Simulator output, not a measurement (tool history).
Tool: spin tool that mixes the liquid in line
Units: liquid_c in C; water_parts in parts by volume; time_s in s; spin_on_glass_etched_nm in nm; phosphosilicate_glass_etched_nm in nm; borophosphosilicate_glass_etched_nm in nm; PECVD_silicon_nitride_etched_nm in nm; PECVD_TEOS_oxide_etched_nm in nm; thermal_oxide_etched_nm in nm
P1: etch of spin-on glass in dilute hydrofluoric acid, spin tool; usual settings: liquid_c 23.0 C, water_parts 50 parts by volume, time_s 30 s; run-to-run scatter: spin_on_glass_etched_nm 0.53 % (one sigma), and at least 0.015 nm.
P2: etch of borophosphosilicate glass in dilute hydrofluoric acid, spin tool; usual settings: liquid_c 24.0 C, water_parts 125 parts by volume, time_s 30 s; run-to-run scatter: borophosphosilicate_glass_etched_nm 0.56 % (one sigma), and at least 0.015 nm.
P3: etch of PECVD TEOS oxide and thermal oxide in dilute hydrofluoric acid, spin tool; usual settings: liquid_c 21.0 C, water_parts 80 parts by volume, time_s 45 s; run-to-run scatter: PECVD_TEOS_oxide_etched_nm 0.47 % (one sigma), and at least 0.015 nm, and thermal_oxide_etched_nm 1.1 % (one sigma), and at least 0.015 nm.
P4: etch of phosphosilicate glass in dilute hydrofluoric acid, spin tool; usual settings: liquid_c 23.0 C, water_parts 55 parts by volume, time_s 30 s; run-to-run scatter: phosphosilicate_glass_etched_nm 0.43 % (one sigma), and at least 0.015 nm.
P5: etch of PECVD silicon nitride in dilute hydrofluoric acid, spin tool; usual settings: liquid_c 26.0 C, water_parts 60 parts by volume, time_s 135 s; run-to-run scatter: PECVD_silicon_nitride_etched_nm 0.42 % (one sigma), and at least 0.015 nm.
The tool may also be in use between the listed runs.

run,hour,process,liquid_c,water_parts,time_s,spin_on_glass_etched_nm,phosphosilicate_glass_etched_nm,borophosphosilicate_glass_etched_nm,PECVD_silicon_nitride_etched_nm,PECVD_TEOS_oxide_etched_nm,thermal_oxide_etched_nm
1,13.5,P1,23.0,50,30,41.959,,,,,
2,21.0,P1,30.5,50,45,85.351,,,,,
3,34.5,P1,23.0,50,30,41.746,,,,,
4,46.7,P1,23.0,75,30,27.114,,,,,
5,59.1,P4,23.0,55,15,,54.255,,,,
6,70.0,P1,17.0,50,60,64.999,,,,,
7,82.9,P2,24.0,195,30,,,5.9308,,,
8,91.9,P1,23.0,50,30,42.126,,,,,
9,101.3,P2,24.0,125,30,,,9.8967,,,
10,110.8,P5,34.0,60,135,,,,14.4070,,
11,117.0,P1,23.0,50,30,41.706,,,,,
12,124.6,P4,23.0,55,30,,109.100,,,,
13,137.3,P2,18.5,125,30,,,8.0919,,,
14,143.7,P1,23.0,25,30,86.930,,,,,
15,151.4,P1,26.5,20,30,125.830,,,,,
16,158.0,P4,29.0,55,30,,138.350,,,,
17,167.1,P1,28.5,50,30,52.361,,,,,
18,180.9,P5,26.0,60,230,,,,14.7680,,
19,192.0,P5,26.0,85,135,,,,6.1103,,
20,199.5,P3,21.0,80,15,,,,,3.112,0.81604
21,210.9,P5,26.0,60,135,,,,8.6283,,
22,217.5,P1,23.0,50,30,42.196,,,,,
23,223.4,P1,19.0,50,30,35.560,,,,,
24,236.2,P1,23.0,50,15,21.107,,,,,
25,249.2,P3,25.5,80,45,,,,,11.127,2.90100
26,256.3,P5,26.0,60,135,,,,8.6149,,
27,264.7,P1,23.0,50,50,69.194,,,,,
28,276.9,P1,23.0,50,30,41.784,,,,,
29,283.8,P3,21.0,80,45,,,,,9.278,2.45140
30,293.1,P2,24.0,125,15,,,5.0050,,,
31,304.0,P4,23.0,100,30,,56.842,,,,
32,311.3,P3,21.0,30,45,,,,,26.443,7.00440
33,324.1,P1,23.0,50,30,41.956,,,,,
34,331.2,P1,23.0,50,30,40.990,,,,,
35,338.1,P1,23.0,50,30,40.692,,,,,
36,351.2,P1,23.0,50,30,40.339,,,,,
37,363.0,P1,23.0,50,30,39.113,,,,,
38,371.0,P1,23.0,50,30,39.221,,,,,
39,384.1,P1,23.0,50,30,39.312,,,,,
40,393.1,P1,23.0,50,30,38.743,,,,,
41,401.0,P1,23.0,50,30,38.842,,,,,
42,410.1,P1,23.0,50,30,38.973,,,,,

What P1 gives has crept away from where it was. These 2 causes fit the log equally well, each at the size given:
A: hydrofluoric acid flow below the setpoint (%) = 6.48
B: liquid colder than its thermometer reads (K) = 1.71
The creep began at about hour 324.1.

4 check runs are offered, one wafer each, their results left as question marks. Which one tells the causes apart?
check 1,419.2,P3,21.0,80,45,,,,,?,?
check 2,419.2,P2,24.0,125,30,,,?,,,
check 3,419.2,P4,23.0,55,30,,?,,,,
check 4,419.2,P5,26.0,60,135,,,,?,,

What each check would give under each cause:
check,result,if A,if B
check 1,PECVD_TEOS_oxide_etched_nm,8.6806,8.7013
check 1,thermal_oxide_etched_nm,2.27690,2.28240
check 2,borophosphosilicate_glass_etched_nm,9.2008,9.2941
check 3,phosphosilicate_glass_etched_nm,101.520,101.600
check 4,PECVD_silicon_nitride_etched_nm,8.0617,7.6864
How far apart the two closest causes lie, in the result that separates them most: check 1 0.24 %; check 2 1.01 %; check 3 0.07 %; check 4 4.77 %
Only check 4 tells the causes apart: in the others they would give nearly the same result.

Then check 4 was run and gave: PECVD_silicon_nitride_etched_nm 7.6603 nm. Which cause is it?

It is B: liquid colder than its thermometer reads (K).
